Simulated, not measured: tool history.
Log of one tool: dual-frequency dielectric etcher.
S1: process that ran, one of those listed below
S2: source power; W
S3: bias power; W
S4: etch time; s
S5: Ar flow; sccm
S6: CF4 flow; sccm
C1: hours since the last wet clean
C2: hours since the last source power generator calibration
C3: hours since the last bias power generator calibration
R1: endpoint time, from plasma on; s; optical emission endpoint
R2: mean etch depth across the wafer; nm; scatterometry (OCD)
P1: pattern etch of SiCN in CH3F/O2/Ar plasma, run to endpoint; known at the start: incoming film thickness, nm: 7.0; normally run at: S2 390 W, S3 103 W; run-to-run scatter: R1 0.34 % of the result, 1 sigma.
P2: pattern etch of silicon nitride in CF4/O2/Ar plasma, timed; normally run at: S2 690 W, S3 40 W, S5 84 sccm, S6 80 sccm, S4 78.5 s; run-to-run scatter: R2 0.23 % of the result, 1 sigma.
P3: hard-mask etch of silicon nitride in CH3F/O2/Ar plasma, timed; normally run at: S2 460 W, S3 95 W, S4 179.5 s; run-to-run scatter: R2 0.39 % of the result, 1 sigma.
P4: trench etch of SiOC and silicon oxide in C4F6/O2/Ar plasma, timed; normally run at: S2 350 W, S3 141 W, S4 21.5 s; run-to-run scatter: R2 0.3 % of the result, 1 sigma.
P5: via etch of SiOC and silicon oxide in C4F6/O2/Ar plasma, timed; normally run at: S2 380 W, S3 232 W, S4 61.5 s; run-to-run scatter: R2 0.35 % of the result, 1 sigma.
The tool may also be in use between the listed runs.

run,day,S1,S2,S3,S4,S5,S6,C1,C2,C3,R1,R2
1,0.317,P1,390,103,,,,90.5,1623.5,3586.5,16.678,
2,0.671,P4,350,141,21.5,,,99.0,1632.0,3595.0,,37.345
3,0.900,P1,550,69,,,,104.5,1637.5,3600.5,16.956,
4,1.242,P4,350,141,16.0,,,112.7,1645.7,3608.7,,27.815
5,1.700,P5,380,232,61.5,,,123.7,1656.7,3619.7,,70.985
6,1.921,P1,390,103,,,,129.0,1662.0,3625.0,16.801,
7,2.279,P5,230,232,61.5,,,137.6,1670.6,3633.6,,58.493
8,2.662,P2,690,40,114.0,84,80,146.8,1679.8,3642.8,,264.220
9,3.158,P1,390,103,,,,158.7,1691.7,3654.7,16.696,
10,3.392,P2,690,40,78.5,84,104,164.3,1697.3,3660.3,,188.550
11,3.646,P1,390,103,,,,170.4,1703.4,3666.4,16.673,
12,3.962,P1,300,103,,,,178.0,1711.0,3674.0,18.529,
13,4.400,P1,510,103,,,,188.5,1721.5,3684.5,15.202,
14,4.742,P2,960,40,78.5,84,80,196.7,1729.7,3692.7,,243.280
15,5.200,P4,350,141,21.5,,,207.7,1740.7,3703.7,,37.303
16,5.521,P5,380,232,75.5,,,215.4,1748.4,3711.4,,86.735
17,5.842,P2,690,31,78.5,84,80,223.1,1756.1,3719.1,,166.660
18,6.225,P3,460,127,179.5,,,232.3,1765.3,3728.3,,161.960
19,6.692,P4,460,141,21.5,,,243.5,1776.5,3739.5,,41.516
20,7.021,P3,460,95,136.0,,,251.4,1784.4,3747.4,,111.850

The next listed run, before its measurement:
21,7.362,P4,350,192,21.5,,,259.6,1792.6,3755.6,,?

Run 21 gave R2 41.051 nm.
